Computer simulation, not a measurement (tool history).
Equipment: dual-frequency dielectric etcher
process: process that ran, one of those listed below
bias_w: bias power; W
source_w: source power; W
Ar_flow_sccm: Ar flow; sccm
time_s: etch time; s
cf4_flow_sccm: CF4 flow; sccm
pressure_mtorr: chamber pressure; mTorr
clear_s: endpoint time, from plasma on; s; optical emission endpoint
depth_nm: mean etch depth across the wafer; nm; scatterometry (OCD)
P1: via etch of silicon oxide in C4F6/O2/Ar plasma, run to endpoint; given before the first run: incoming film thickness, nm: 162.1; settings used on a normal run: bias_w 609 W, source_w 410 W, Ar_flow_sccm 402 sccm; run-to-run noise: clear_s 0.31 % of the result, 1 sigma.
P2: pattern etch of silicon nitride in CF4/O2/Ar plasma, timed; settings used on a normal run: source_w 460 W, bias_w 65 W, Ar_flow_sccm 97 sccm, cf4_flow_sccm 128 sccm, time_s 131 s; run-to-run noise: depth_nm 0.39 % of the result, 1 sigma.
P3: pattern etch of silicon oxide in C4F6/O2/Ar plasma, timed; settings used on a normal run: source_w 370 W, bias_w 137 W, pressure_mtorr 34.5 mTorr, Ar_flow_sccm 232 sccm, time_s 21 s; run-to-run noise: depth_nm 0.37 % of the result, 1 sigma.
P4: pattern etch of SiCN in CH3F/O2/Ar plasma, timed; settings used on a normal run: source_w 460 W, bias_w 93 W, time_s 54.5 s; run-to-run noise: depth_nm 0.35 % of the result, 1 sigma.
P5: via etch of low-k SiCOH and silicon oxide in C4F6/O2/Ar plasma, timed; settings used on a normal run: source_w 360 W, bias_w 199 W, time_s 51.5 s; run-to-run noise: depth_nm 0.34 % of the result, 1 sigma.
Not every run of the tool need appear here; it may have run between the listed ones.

run	day	process	bias_w	source_w	Ar_flow_sccm	time_s	cf4_flow_sccm	pressure_mtorr	hours since the last wet clean	hours since the last bias power generator calibration	hours since the last source power generator calibration	hours since the last Ar flow controller change	clear_s	depth_nm
1	0.342	P1	609	410	402				256.1	1484.3	1547.1	1174.4	34.78	
2	0.512	P1	609	410	489				260.2	1488.4	1551.2	1178.5	35.928	
3	0.9	P5	199	360		51.5			269.5	1497.7	1560.5	1187.8		117.51
4	1.108	P5	199	360		51.5			274.5	1502.7	1565.5	1192.8		117.89
5	1.292	P4	65	460		54.5			278.9	1507.1	1569.9	1197.2		20.989
6	1.546	P1	609	530	402				285	1513.2	1576	1203.3	31.826	
7	1.738	P1	609	410	402				289.6	1517.8	1580.6	1207.9	35.043	
8	2.05	P4	93	460		37.5			297.1	1525.3	1588.1	1215.4		16.331
# day 2.3: bias power generator calibrated
9	2.346	P2	65	460	97	131	92		304.2	1.1	1595.2	1222.5		244.63
10	2.633	P3	106	370	232	21		34.5	311.1	8	1602.1	1229.4		56.134
11	2.988	P5	199	360		33.5			319.6	16.5	1610.6	1237.9		76.785
12	3.342	P3	137	510	232	21		34.5	328.1	25	1619.1	1246.4		68.592
13	3.679	P3	137	370	232	11.5		34.5	336.2	33.1	1627.2	1254.5		33.101
14	4.017	P2	65	290	97	131	128		344.3	41.2	1635.3	1262.6		171.22
15	4.312	P3	137	370	232	21		34.5	351.4	48.3	1642.4	1269.7		60.051
16	4.6	P2	65	460	130	131	128		358.3	55.2	1649.3	1276.6		246.11
17	4.825	P1	609	410	247				363.7	60.6	1654.7	1282	33.231	
18	5.021	P1	609	410	402				368.4	65.3	1659.4	1286.7	35.213	
19	5.267	P1	363	410	402				374.3	71.2	1665.3	1292.6	42.235	
20	5.479	P1	609	410	402				379.4	76.3	1670.4	1297.7	35.199	
21	5.779	P1	833	510	402				386.6	83.5	1677.6	1304.9	28.647	
22	6.104	P2	65	460	97	131	128		394.4	91.3	1685.4	1312.7		254.9
23	6.308	P4	93	460		54.5			399.3	96.2	1690.3	1317.6		23.777
24	6.554	P5	199	480		51.5			405.2	102.1	1696.2	1323.5		131.75
25	6.733	P3	137	370	305	21		34.5	409.5	106.4	1700.5	1327.8		58.952
26	6.95	P5	256	360		51.5			414.7	111.6	1705.7	1333		127.01
27	7.238	P3	137	370	232	21		41.5	421.6	118.5	1712.6	1339.9		59.456
28	7.617	P1	609	410	402				430.7	127.6	1721.7	1349	34.995	
29	7.862	P4	93	460		54.5			436.6	133.5	1727.6	1354.9		23.749
30	8.062	P4	93	350		54.5			441.4	138.3	1732.4	1359.7		21.56
31	8.3	P2	65	460	97	72	128		447.1	144	1738.1	1365.4		139.7
32	8.642	P1	609	280	402				455.3	152.2	1746.3	1373.6	40.072	

Predict the results of run 33:
33	8.879	P2	85	460	97	131	128		461	157.9	1752	1379.3		?

{"run 33": {"depth_nm": 283.74}}
